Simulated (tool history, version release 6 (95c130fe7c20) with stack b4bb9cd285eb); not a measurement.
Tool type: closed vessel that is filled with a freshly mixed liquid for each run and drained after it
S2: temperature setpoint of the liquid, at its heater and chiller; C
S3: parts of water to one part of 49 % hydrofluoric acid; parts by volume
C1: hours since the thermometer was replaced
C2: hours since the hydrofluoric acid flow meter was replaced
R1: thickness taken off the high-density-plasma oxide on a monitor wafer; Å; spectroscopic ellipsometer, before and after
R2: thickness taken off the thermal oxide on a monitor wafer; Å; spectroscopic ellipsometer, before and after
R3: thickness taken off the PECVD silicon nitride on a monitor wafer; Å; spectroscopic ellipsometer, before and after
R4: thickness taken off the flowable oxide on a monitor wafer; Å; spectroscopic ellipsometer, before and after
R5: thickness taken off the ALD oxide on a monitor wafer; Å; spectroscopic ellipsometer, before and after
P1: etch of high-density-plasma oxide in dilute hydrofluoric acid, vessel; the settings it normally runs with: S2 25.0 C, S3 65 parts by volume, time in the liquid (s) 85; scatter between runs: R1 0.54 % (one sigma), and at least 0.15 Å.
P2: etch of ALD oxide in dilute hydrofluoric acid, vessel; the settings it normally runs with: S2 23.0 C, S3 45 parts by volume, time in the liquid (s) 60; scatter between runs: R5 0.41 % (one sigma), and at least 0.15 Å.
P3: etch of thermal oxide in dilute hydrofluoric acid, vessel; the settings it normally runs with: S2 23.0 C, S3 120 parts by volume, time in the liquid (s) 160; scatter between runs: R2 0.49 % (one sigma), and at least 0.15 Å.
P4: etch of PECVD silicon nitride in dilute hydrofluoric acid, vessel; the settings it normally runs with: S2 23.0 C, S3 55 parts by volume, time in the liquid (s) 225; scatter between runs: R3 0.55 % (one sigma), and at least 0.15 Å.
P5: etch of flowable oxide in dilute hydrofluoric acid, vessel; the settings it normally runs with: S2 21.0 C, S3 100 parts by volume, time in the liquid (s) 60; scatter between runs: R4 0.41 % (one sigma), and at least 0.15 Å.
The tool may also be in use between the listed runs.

Run 1, hour 2.6: process that ran P1, S2 25.0 C, S3 65 parts by volume, time in the liquid (s) 85; C1 964.7; C2 1126.8. Result: R1 70.387 Å.
Run 2, hour 6.5: process that ran P1, S2 25.0 C, S3 40 parts by volume, time in the liquid (s) 85; C1 968.6; C2 1130.7. Result: R1 119.130 Å.
Run 3, hour 9.3: process that ran P3, S2 30.0 C, S3 120 parts by volume, time in the liquid (s) 160; C1 971.4; C2 1133.5. Result: R2 82.211 Å.
Run 4, hour 13.0: process that ran P4, S2 23.0 C, S3 55 parts by volume, time in the liquid (s) 225; C1 975.1; C2 1137.2. Result: R3 82.248 Å.
Run 5, hour 15.7: process that ran P1, S2 25.0 C, S3 65 parts by volume, time in the liquid (s) 85; C1 977.8; C2 1139.9. Result: R1 70.816 Å.
Run 6, hour 18.1: process that ran P5, S2 21.0 C, S3 60 parts by volume, time in the liquid (s) 60; C1 980.2; C2 1142.3. Result: R4 286.22 Å.
Run 7, hour 20.6: process that ran P1, S2 25.0 C, S3 65 parts by volume, time in the liquid (s) 30; C1 982.7; C2 1144.8. Result: R1 24.830 Å.
Run 8, hour 24.5: process that ran P2, S2 23.0 C, S3 75 parts by volume, time in the liquid (s) 60; C1 986.6; C2 1148.7. Result: R5 163.16 Å.
Run 9, hour 28.6: process that ran P3, S2 23.0 C, S3 120 parts by volume, time in the liquid (s) 160; C1 990.7; C2 1152.8. Result: R2 62.757 Å.
Run 10, hour 32.4: process that ran P3, S2 23.0 C, S3 120 parts by volume, time in the liquid (s) 285; C1 994.5; C2 1156.6. Result: R2 111.960 Å.
Run 11, hour 36.6: process that ran P5, S2 17.0 C, S3 100 parts by volume, time in the liquid (s) 60; C1 998.7; C2 1160.8. Result: R4 138.26 Å.
Run 12, hour 40.8: process that ran P4, S2 23.0 C, S3 55 parts by volume, time in the liquid (s) 50; C1 1002.9; C2 1165.0. Result: R3 17.849 Å.
Run 13, hour 43.4: process that ran P1, S2 25.0 C, S3 110 parts by volume, time in the liquid (s) 85; C1 1005.5; C2 1167.6. Result: R1 39.012 Å.
Run 14, hour 45.7: process that ran P1, S2 25.0 C, S3 65 parts by volume, time in the liquid (s) 85; C1 1007.8; C2 1169.9. Result: R1 70.276 Å.
Run 15, hour 48.9: process that ran P5, S2 21.0 C, S3 100 parts by volume, time in the liquid (s) 110; C1 1011.0; C2 1173.1. Result: R4 301.62 Å.
Run 16, hour 53.0: process that ran P1, S2 31.5 C, S3 65 parts by volume, time in the liquid (s) 165; C1 1015.1; C2 1177.2. Result: R1 177.560 Å.
At hour 53.4: hydrofluoric acid flow meter replaced.
Run 17, hour 56.1: process that ran P1, S2 32.0 C, S3 65 parts by volume, time in the liquid (s) 85; C1 1018.2; C2 2.8. Result: R1 92.739 Å.
Run 18, hour 58.9: process that ran P1, S2 20.0 C, S3 65 parts by volume, time in the liquid (s) 45; C1 1021.0; C2 5.6. Result: R1 30.026 Å.
Run 19, hour 61.9: process that ran P5, S2 21.0 C, S3 100 parts by volume, time in the liquid (s) 60; C1 1024.0; C2 8.6. Result: R4 164.32 Å.
Run 20, hour 65.5: process that ran P2, S2 23.0 C, S3 45 parts by volume, time in the liquid (s) 60; C1 1027.6; C2 12.2. Result: R5 283.13 Å.
Run 21, hour 69.7: process that ran P2, S2 23.0 C, S3 45 parts by volume, time in the liquid (s) 90; C1 1031.8; C2 16.4. Result: R5 422.64 Å.
Run 22, hour 72.8: process that ran P1, S2 25.0 C, S3 35 parts by volume, time in the liquid (s) 120; C1 1034.9; C2 19.5. Result: R1 191.400 Å.
Run 23, hour 75.9: process that ran P1, S2 25.0 C, S3 65 parts by volume, time in the liquid (s) 85; C1 1038.0; C2 22.6. Result: R1 71.396 Å.
Run 24, hour 79.7: process that ran P1, S2 25.0 C, S3 65 parts by volume, time in the liquid (s) 85; C1 1041.8; C2 26.4. Result: R1 69.969 Å.
Run 25, hour 83.6: process that ran P1, S2 25.0 C, S3 65 parts by volume, time in the liquid (s) 160; C1 1045.7; C2 30.3. Result: R1 133.660 Å.
Run 26, hour 87.3: process that ran P1, S2 18.0 C, S3 65 parts by volume, time in the liquid (s) 85; C1 1049.4; C2 34.0. Result: R1 52.589 Å.
Run 27, hour 90.2: process that ran P4, S2 23.0 C, S3 100 parts by volume, time in the liquid (s) 225; C1 1052.3; C2 36.9. Result: R3 45.571 Å.
Run 28, hour 92.3: process that ran P3, S2 23.0 C, S3 65 parts by volume, time in the liquid (s) 160; C1 1054.4; C2 39.0. Result: R2 122.960 Å.
Run 29, hour 95.5: process that ran P2, S2 29.0 C, S3 45 parts by volume, time in the liquid (s) 60; C1 1057.6; C2 42.2. Result: R5 358.46 Å.
Run 30, hour 97.8: process that ran P4, S2 17.0 C, S3 55 parts by volume, time in the liquid (s) 225; C1 1059.9; C2 44.5. Result: R3 53.913 Å.
Run 31, hour 101.9: process that ran P1, S2 25.0 C, S3 65 parts by volume, time in the liquid (s) 85; C1 1064.0; C2 48.6. Result: R1 69.767 Å.
Run 32, hour 105.3: process that ran P1, S2 25.0 C, S3 65 parts by volume, time in the liquid (s) 85; C1 1067.4; C2 52.0. Result: R1 73.690 Å.
Run 33, hour 107.6: process that ran P1, S2 25.0 C, S3 65 parts by volume, time in the liquid (s) 85; C1 1069.7; C2 54.3. Result: R1 74.822 Å.
Run 34, hour 110.0: process that ran P1, S2 25.0 C, S3 65 parts by volume, time in the liquid (s) 85; C1 1072.1; C2 56.7. Result: R1 75.366 Å.
Run 35, hour 114.1: process that ran P1, S2 25.0 C, S3 65 parts by volume, time in the liquid (s) 85; C1 1076.2; C2 60.8. Result: R1 76.010 Å.
Run 36, hour 118.2: process that ran P1, S2 25.0 C, S3 65 parts by volume, time in the liquid (s) 85; C1 1080.3; C2 64.9. Result: R1 76.317 Å.
Run 37, hour 120.7: process that ran P1, S2 25.0 C, S3 65 parts by volume, time in the liquid (s) 85; C1 1082.8; C2 67.4. Result: R1 76.664 Å.
Run 38, hour 123.4: process that ran P1, S2 25.0 C, S3 65 parts by volume, time in the liquid (s) 85; C1 1085.5; C2 70.1. Result: R1 77.061 Å.
Run 39, hour 126.5: process that ran P1, S2 25.0 C, S3 65 parts by volume, time in the liquid (s) 85; C1 1088.6; C2 73.2. Result: R1 76.403 Å.

What P1 gives has crept away from where it was. These 2 causes fit the log equally well, each at the size given:
A: liquid hotter than its thermometer reads (K) = 2.16
B: hydrofluoric acid flow above the setpoint (%) = 8.27
The process output started creeping at around hour 101.9.

Consider the 4 single-wafer check runs listed below, results given as question marks: which one distinguishes between the causes by giving clearly different results for each?
Run check 1, hour 129.6: process that ran P2, S2 23.0 C, S3 45 parts by volume, time in the liquid (s) 60. Result: R5 ?.
Run check 2, hour 129.6: process that ran P5, S2 21.0 C, S3 100 parts by volume, time in the liquid (s) 60. Result: R4 ?.
Run check 3, hour 129.6: process that ran P3, S2 23.0 C, S3 120 parts by volume, time in the liquid (s) 160. Result: R2 ?.
Run check 4, hour 129.6: process that ran P4, S2 23.0 C, S3 55 parts by volume, time in the liquid (s) 225. Result: R3 ?.

Expected result of each check under each candidate cause:
  check  result    if A    if B
check 1      R5  307.13  305.54
check 2      R4  179.20  179.42
check 3      R2  68.308  68.717
check 4      R3  94.601  88.423
Minimum pairwise separation of causes per check, each pair taken at its best-separating result: check 1 0.52 %; check 2 0.12 %; check 3 0.6 %; check 4 6.75 %
Check 4 tells the causes apart: in the others they would give nearly the same result.

Check 4 was carried out, with these results: R3 95.012 Å. Which of the listed causes is responsible?

It was cause A: liquid hotter than its thermometer reads (K).
